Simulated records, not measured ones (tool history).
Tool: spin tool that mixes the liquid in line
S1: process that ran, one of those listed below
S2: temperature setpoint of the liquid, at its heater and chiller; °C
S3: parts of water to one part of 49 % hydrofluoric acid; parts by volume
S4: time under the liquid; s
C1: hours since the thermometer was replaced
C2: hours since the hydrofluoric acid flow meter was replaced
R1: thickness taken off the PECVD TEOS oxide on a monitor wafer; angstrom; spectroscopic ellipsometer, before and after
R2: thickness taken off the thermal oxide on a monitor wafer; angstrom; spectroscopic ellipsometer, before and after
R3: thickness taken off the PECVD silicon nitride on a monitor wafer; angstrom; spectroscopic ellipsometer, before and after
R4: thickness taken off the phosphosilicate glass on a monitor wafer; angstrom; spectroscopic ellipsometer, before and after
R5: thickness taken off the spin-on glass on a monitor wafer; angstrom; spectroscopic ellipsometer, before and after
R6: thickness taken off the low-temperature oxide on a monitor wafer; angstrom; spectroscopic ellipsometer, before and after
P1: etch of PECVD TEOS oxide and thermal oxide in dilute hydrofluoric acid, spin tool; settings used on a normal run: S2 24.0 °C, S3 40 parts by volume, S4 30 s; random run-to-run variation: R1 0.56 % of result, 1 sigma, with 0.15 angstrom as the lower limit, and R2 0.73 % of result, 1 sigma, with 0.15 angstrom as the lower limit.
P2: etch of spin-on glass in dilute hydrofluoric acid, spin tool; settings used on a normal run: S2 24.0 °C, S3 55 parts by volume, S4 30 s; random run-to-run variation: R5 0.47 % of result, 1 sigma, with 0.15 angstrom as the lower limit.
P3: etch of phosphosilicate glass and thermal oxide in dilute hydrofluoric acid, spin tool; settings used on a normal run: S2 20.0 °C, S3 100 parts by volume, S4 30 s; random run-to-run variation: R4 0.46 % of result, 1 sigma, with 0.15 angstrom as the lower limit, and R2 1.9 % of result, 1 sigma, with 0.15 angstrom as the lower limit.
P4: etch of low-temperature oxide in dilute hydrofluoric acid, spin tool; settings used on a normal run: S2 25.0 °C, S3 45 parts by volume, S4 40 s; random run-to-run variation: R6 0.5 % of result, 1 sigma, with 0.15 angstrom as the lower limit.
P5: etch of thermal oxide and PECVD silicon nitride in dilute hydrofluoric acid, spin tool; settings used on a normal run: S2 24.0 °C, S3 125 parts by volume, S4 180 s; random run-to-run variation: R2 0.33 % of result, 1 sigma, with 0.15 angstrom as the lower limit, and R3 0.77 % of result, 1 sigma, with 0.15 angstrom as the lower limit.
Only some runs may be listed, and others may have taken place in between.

Run 1, day 0.471: S1 P1, S2 24.0 °C, S3 40 parts by volume, S4 30 s; C1 295.5; C2 563.1. Result: R1 80.932 angstrom, R2 37.882 angstrom.
Run 2, day 0.750: S1 P1, S2 24.0 °C, S3 40 parts by volume, S4 55 s; C1 302.2; C2 569.8. Result: R1 148.660 angstrom, R2 69.885 angstrom.
Run 3, day 1.062: S1 P5, S2 24.0 °C, S3 195 parts by volume, S4 180 s; C1 309.7; C2 577.3. Result: R2 40.882 angstrom, R3 18.6930 angstrom.
Run 4, day 1.517: S1 P1, S2 27.5 °C, S3 25 parts by volume, S4 30 s; C1 320.6; C2 588.2. Result: R1 151.020 angstrom, R2 71.383 angstrom.
Run 5, day 1.854: S1 P1, S2 24.0 °C, S3 75 parts by volume, S4 30 s; C1 328.7; C2 596.3. Result: R1 40.657 angstrom, R2 19.422 angstrom.
Run 6, day 2.225: S1 P3, S2 20.0 °C, S3 100 parts by volume, S4 15 s; C1 337.6; C2 605.2. Result: R2 6.161 angstrom, R4 118.31 angstrom.
Run 7, day 2.471: S1 P1, S2 30.0 °C, S3 20 parts by volume, S4 30 s; C1 343.5; C2 611.1. Result: R1 210.360 angstrom, R2 99.738 angstrom.
Run 8, day 2.812: S1 P1, S2 24.0 °C, S3 40 parts by volume, S4 30 s; C1 351.7; C2 619.3. Result: R1 80.131 angstrom, R2 38.239 angstrom.
Run 9, day 3.067: S1 P1, S2 24.0 °C, S3 25 parts by volume, S4 30 s; C1 357.8; C2 625.4. Result: R1 130.430 angstrom, R2 61.521 angstrom.
Run 10, day 3.479: S1 P3, S2 20.0 °C, S3 100 parts by volume, S4 30 s; C1 367.7; C2 635.3. Result: R2 12.781 angstrom, R4 236.99 angstrom.
Run 11, day 3.742: S1 P2, S2 24.0 °C, S3 85 parts by volume, S4 30 s; C1 374.0; C2 641.6. Result: R5 100.78 angstrom.
Run 12, day 4.229: S1 P1, S2 24.0 °C, S3 40 parts by volume, S4 30 s; C1 385.7; C2 653.3. Result: R1 80.531 angstrom, R2 37.787 angstrom.
Run 13, day 4.492: S1 P1, S2 24.0 °C, S3 40 parts by volume, S4 30 s; C1 392.0; C2 659.6. Result: R1 80.306 angstrom, R2 37.955 angstrom.
Run 14, day 4.783: S1 P4, S2 25.0 °C, S3 45 parts by volume, S4 40 s; C1 399.0; C2 666.6. Result: R6 239.47 angstrom.
Run 15, day 5.017: S1 P5, S2 28.5 °C, S3 125 parts by volume, S4 180 s; C1 404.6; C2 672.2. Result: R2 81.091 angstrom, R3 38.0550 angstrom.
Run 16, day 5.375: S1 P4, S2 25.0 °C, S3 70 parts by volume, S4 40 s; C1 413.2; C2 680.8. Result: R6 148.48 angstrom.
Run 17, day 5.800: S1 P2, S2 24.0 °C, S3 55 parts by volume, S4 30 s; C1 423.4; C2 691.0. Result: R5 160.72 angstrom.
Run 18, day 6.096: S1 P5, S2 24.0 °C, S3 125 parts by volume, S4 180 s; C1 430.5; C2 698.1. Result: R2 68.463 angstrom, R3 29.0970 angstrom.
Run 19, day 6.429: S1 P2, S2 24.0 °C, S3 55 parts by volume, S4 30 s; C1 438.5; C2 706.1. Result: R5 160.40 angstrom.
Run 20, day 6.721: S1 P2, S2 31.0 °C, S3 55 parts by volume, S4 30 s; C1 445.5; C2 713.1. Result: R5 211.63 angstrom.
Run 21, day 7.229: S1 P1, S2 24.0 °C, S3 40 parts by volume, S4 30 s; C1 457.7; C2 725.3. Result: R1 79.692 angstrom, R2 37.584 angstrom.
Run 22, day 7.621: S1 P1, S2 24.0 °C, S3 40 parts by volume, S4 30 s; C1 467.1; C2 734.7. Result: R1 79.232 angstrom, R2 37.989 angstrom.
Run 23, day 8.108: S1 P1, S2 19.0 °C, S3 40 parts by volume, S4 30 s; C1 478.8; C2 746.4. Result: R1 64.708 angstrom, R2 30.769 angstrom.
Run 24, day 8.500: S1 P1, S2 31.0 °C, S3 40 parts by volume, S4 30 s; C1 488.2; C2 755.8. Result: R1 106.120 angstrom, R2 50.636 angstrom.
Run 25, day 8.908: S1 P2, S2 24.0 °C, S3 55 parts by volume, S4 50 s; C1 498.0; C2 765.6. Result: R5 266.95 angstrom.
Run 26, day 9.321: S1 P4, S2 25.0 °C, S3 45 parts by volume, S4 60 s; C1 507.9; C2 775.5. Result: R6 360.05 angstrom.
Run 27, day 9.821: S1 P1, S2 24.0 °C, S3 40 parts by volume, S4 30 s; C1 519.9; C2 787.5. Result: R1 79.922 angstrom, R2 37.582 angstrom.
Run 28, day 10.067: S1 P5, S2 24.0 °C, S3 125 parts by volume, S4 55 s; C1 525.8; C2 793.4. Result: R2 20.747 angstrom, R3 8.8493 angstrom.
Run 29, day 10.333: S1 P1, S2 24.0 °C, S3 20 parts by volume, S4 50 s; C1 532.2; C2 799.8. Result: R1 275.750 angstrom, R2 131.260 angstrom.
Run 30, day 10.625: S1 P3, S2 20.0 °C, S3 180 parts by volume, S4 30 s; C1 539.2; C2 806.8. Result: R2 5.995 angstrom, R4 120.79 angstrom.
Run 31, day 10.862: S1 P3, S2 20.0 °C, S3 100 parts by volume, S4 30 s; C1 544.9; C2 812.5. Result: R2 11.847 angstrom, R4 235.94 angstrom.
Run 32, day 11.267: S1 P1, S2 24.0 °C, S3 40 parts by volume, S4 15 s; C1 554.6; C2 822.2. Result: R1 39.671 angstrom, R2 19.018 angstrom.
Run 33, day 11.721: S1 P3, S2 17.0 °C, S3 100 parts by volume, S4 30 s; C1 565.5; C2 833.1. Result: R2 10.730 angstrom, R4 208.23 angstrom.
Run 34, day 12.150: S1 P4, S2 17.0 °C, S3 45 parts by volume, S4 40 s; C1 575.8; C2 843.4. Result: R6 171.71 angstrom.

Predict the results of run 35:
Run 35, day 12.396: S1 P1, S2 24.0 °C, S3 40 parts by volume, S4 30 s; C1 581.7; C2 849.3. Result: R1 ?, R2 ?.

{"run 35": {"R1": 80.386, "R2": 37.482}}
